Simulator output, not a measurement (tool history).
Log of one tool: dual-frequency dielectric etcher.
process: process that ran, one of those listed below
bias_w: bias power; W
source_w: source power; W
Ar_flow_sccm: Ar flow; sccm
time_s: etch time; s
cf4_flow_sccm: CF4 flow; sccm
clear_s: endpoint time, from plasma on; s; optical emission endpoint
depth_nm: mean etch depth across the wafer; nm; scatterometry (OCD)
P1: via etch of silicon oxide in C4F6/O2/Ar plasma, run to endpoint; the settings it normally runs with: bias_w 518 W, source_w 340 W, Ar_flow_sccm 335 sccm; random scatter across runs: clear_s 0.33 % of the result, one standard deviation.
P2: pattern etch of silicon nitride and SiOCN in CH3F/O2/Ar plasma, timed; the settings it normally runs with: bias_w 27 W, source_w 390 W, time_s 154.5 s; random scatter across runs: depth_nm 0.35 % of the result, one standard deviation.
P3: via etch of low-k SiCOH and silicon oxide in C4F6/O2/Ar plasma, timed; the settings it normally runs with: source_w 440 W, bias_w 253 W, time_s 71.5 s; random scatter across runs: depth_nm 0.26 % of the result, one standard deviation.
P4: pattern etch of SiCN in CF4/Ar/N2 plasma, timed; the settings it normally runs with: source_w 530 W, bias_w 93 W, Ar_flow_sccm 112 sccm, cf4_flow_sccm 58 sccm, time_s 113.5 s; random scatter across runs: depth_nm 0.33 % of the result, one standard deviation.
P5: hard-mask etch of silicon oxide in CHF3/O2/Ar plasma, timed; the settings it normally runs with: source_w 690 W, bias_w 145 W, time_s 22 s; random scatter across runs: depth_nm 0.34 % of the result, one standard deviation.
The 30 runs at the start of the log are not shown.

| run | day | process | bias_w | source_w | Ar_flow_sccm | time_s | cf4_flow_sccm | hours since the last wet clean | hours since the last bias power generator calibration | hours since the last source power generator calibration | hours since the last Ar flow controller change | clear_s | depth_nm |
|---|---|---|---|---|---|---|---|---|---|---|---|---|---|
| 31 | 13.738 | P4 | 93 | 740 | 112 | 113.5 | 58 | 448.7 | 848.5 | 285.6 | 70.9 |  | 162.07 |
| 32 | 14.038 | P4 | 130 | 530 | 112 | 113.5 | 58 | 455.9 | 855.7 | 292.8 | 78.1 |  | 137.54 |
| 33 | 14.596 | P1 | 518 | 340 | 335 |  |  | 469.3 | 869.1 | 306.2 | 91.5 | 14.871 |  |
| 34 | 14.867 | P1 | 518 | 340 | 335 |  |  | 475.8 | 875.6 | 312.7 | 98 | 14.61 |  |
| 35 | 15.158 | P1 | 518 | 340 | 335 |  |  | 482.8 | 882.6 | 319.7 | 105 | 14.657 |  |
| 36 | 15.708 | P1 | 518 | 340 | 335 |  |  | 496 | 895.8 | 332.9 | 118.2 | 14.523 |  |
| 37 | 16.283 | P1 | 518 | 340 | 335 |  |  | 509.8 | 909.6 | 346.7 | 132 | 14.577 |  |
|  | 16.517 | wet clean of the chamber |
| 38 | 16.542 | P1 | 518 | 340 | 335 |  |  | 0.6 | 915.8 | 352.9 | 138.2 | 14.579 |  |
|  | 16.762 | Ar flow controller replaced |
| 39 | 17.008 | P1 | 518 | 340 | 335 |  |  | 11.8 | 927 | 364.1 | 6 | 14.539 |  |
| 40 | 17.508 | P1 | 518 | 340 | 335 |  |  | 23.8 | 939 | 376.1 | 18 | 14.599 |  |
| 41 | 17.95 | P1 | 518 | 340 | 335 |  |  | 34.4 | 949.6 | 386.7 | 28.6 | 14.435 |  |

Predict the results of run 42:
| 42 | 18.325 | P1 | 518 | 340 | 335 |  |  | 43.4 | 958.6 | 395.7 | 37.6 | ? |  |

clear_s: 14.495 s
